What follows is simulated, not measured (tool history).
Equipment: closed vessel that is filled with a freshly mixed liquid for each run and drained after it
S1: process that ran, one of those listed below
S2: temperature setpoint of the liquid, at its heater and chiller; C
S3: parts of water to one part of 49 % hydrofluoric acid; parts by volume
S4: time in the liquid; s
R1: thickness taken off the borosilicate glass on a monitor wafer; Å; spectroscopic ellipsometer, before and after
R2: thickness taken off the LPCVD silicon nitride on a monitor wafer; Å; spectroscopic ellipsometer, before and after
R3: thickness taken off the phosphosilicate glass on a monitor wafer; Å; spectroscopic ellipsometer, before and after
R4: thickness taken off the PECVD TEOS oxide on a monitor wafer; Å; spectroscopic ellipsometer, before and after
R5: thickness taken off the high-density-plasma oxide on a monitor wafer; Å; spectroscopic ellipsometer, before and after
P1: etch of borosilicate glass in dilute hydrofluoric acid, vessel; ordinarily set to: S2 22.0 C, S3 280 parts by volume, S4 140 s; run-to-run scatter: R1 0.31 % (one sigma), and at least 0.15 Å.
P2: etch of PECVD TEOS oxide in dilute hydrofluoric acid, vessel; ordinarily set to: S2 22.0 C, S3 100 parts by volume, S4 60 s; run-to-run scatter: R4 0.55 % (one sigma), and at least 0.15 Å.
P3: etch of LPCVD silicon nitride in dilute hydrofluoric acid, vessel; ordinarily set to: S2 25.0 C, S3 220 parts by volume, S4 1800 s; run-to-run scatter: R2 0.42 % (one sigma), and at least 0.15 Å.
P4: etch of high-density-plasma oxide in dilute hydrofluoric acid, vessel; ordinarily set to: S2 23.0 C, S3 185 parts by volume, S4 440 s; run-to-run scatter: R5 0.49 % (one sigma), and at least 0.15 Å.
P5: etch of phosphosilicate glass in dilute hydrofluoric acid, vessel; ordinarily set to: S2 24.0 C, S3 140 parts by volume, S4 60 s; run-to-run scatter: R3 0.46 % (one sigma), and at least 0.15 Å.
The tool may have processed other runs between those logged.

Run 1, hour 4.0: S1 P1, S2 22.0 C, S3 280 parts by volume, S4 140 s. Result: R1 138.940 Å.
Run 2, hour 7.5: S1 P3, S2 25.0 C, S3 80 parts by volume, S4 1800 s. Result: R2 134.790 Å.
Run 3, hour 11.7: S1 P1, S2 22.0 C, S3 280 parts by volume, S4 35 s. Result: R1 34.759 Å.
Run 4, hour 16.3: S1 P5, S2 29.0 C, S3 140 parts by volume, S4 60 s. Result: R3 444.46 Å.
Run 5, hour 22.1: S1 P2, S2 22.0 C, S3 100 parts by volume, S4 60 s. Result: R4 153.500 Å.
Run 6, hour 28.0: S1 P3, S2 30.5 C, S3 220 parts by volume, S4 1800 s. Result: R2 69.904 Å.
Run 7, hour 32.1: S1 P5, S2 24.0 C, S3 205 parts by volume, S4 60 s. Result: R3 234.21 Å.
Run 8, hour 36.5: S1 P1, S2 22.0 C, S3 505 parts by volume, S4 140 s. Result: R1 63.443 Å.
Run 9, hour 41.4: S1 P1, S2 17.0 C, S3 280 parts by volume, S4 140 s. Result: R1 115.430 Å.
Run 10, hour 45.6: S1 P4, S2 23.0 C, S3 185 parts by volume, S4 795 s. Result: R5 416.75 Å.
Run 11, hour 51.8: S1 P1, S2 22.0 C, S3 280 parts by volume, S4 140 s. Result: R1 138.390 Å.
Run 12, hour 54.8: S1 P2, S2 22.0 C, S3 100 parts by volume, S4 60 s. Result: R4 154.140 Å.
Run 13, hour 58.2: S1 P1, S2 27.5 C, S3 280 parts by volume, S4 140 s. Result: R1 168.070 Å.
Run 14, hour 63.1: S1 P1, S2 22.0 C, S3 280 parts by volume, S4 140 s. Result: R1 138.860 Å.
Run 15, hour 69.3: S1 P5, S2 24.0 C, S3 140 parts by volume, S4 60 s. Result: R3 369.57 Å.
Run 16, hour 72.3: S1 P1, S2 22.0 C, S3 280 parts by volume, S4 140 s. Result: R1 138.810 Å.
Run 17, hour 77.3: S1 P3, S2 25.0 C, S3 220 parts by volume, S4 1800 s. Result: R2 50.365 Å.
Run 18, hour 81.4: S1 P2, S2 22.0 C, S3 100 parts by volume, S4 30 s. Result: R4 77.296 Å.
Run 19, hour 88.0: S1 P4, S2 19.5 C, S3 185 parts by volume, S4 440 s. Result: R5 201.27 Å.
Run 20, hour 92.1: S1 P4, S2 23.0 C, S3 185 parts by volume, S4 440 s. Result: R5 231.12 Å.
Run 21, hour 97.1: S1 P1, S2 22.0 C, S3 280 parts by volume, S4 225 s. Result: R1 223.650 Å.
Run 22, hour 102.7: S1 P2, S2 22.0 C, S3 60 parts by volume, S4 60 s. Result: R4 269.070 Å.
Run 23, hour 107.8: S1 P1, S2 22.0 C, S3 280 parts by volume, S4 140 s. Result: R1 138.160 Å.
Run 24, hour 111.8: S1 P3, S2 25.0 C, S3 220 parts by volume, S4 725 s. Result: R2 19.975 Å.
Run 25, hour 117.3: S1 P2, S2 28.5 C, S3 100 parts by volume, S4 60 s. Result: R4 199.080 Å.
Run 26, hour 121.7: S1 P5, S2 24.0 C, S3 140 parts by volume, S4 95 s. Result: R3 585.55 Å.
Run 27, hour 124.6: S1 P1, S2 22.0 C, S3 175 parts by volume, S4 140 s. Result: R1 246.740 Å.
Run 28, hour 129.8: S1 P1, S2 27.0 C, S3 110 parts by volume, S4 140 s. Result: R1 510.360 Å.
Run 29, hour 134.8: S1 P4, S2 23.0 C, S3 270 parts by volume, S4 440 s. Result: R5 145.59 Å.
Run 30, hour 140.2: S1 P4, S2 23.0 C, S3 185 parts by volume, S4 440 s. Result: R5 230.28 Å.
Run 31, hour 145.3: S1 P1, S2 22.0 C, S3 280 parts by volume, S4 140 s. Result: R1 138.830 Å.
Run 32, hour 150.6: S1 P1, S2 22.0 C, S3 280 parts by volume, S4 140 s. Result: R1 142.120 Å.
Run 33, hour 154.3: S1 P1, S2 22.0 C, S3 280 parts by volume, S4 140 s. Result: R1 143.770 Å.
Run 34, hour 158.3: S1 P1, S2 22.0 C, S3 280 parts by volume, S4 140 s. Result: R1 145.290 Å.
Run 35, hour 162.2: S1 P1, S2 22.0 C, S3 280 parts by volume, S4 140 s. Result: R1 145.190 Å.
Run 36, hour 168.6: S1 P1, S2 22.0 C, S3 280 parts by volume, S4 140 s. Result: R1 146.580 Å.
Run 37, hour 174.9: S1 P1, S2 22.0 C, S3 280 parts by volume, S4 140 s. Result: R1 146.270 Å.

What P1 gives has crept off from where it sat before. The 2 causes that follow fit the log equally well, each at the size noted:
A: liquid hotter than its thermometer reads (K) = 1.53
B: hydrofluoric acid flow above the setpoint (%) = 4.41
The onset of the drift is placed at about hour 145.3.

Listed below are the offered check runs, one wafer per run, with question marks in place of results. For which of them would the causes give clearly different outcomes?
Run check 1, hour 181.2: S1 P2, S2 22.0 C, S3 100 parts by volume, S4 60 s. Result: R4 ?.
Run check 2, hour 181.2: S1 P3, S2 25.0 C, S3 220 parts by volume, S4 1800 s. Result: R2 ?.
Run check 3, hour 181.2: S1 P4, S2 23.0 C, S3 185 parts by volume, S4 440 s. Result: R5 ?.
Run check 4, hour 181.2: S1 P5, S2 24.0 C, S3 140 parts by volume, S4 60 s. Result: R3 ?.

Outcome of each check run for each possible cause:
  check  result     if A     if B
check 1      R4  163.280  161.130
check 2      R2   54.651   51.908
check 3      R5   245.36   243.95
check 4      R3   391.25   387.96
Smallest distance between any two causes, each pair judged by its most separating result, in per cent: check 1 1.32 %; check 2 5.15 %; check 3 0.57 %; check 4 0.84 %
Check 2 tells the causes apart: in the others they would give nearly the same result.

Check 2 was then run and gave: R2 52.252 Å. Which cause is it?

The correct cause is B, namely: hydrofluoric acid flow above the setpoint (%).
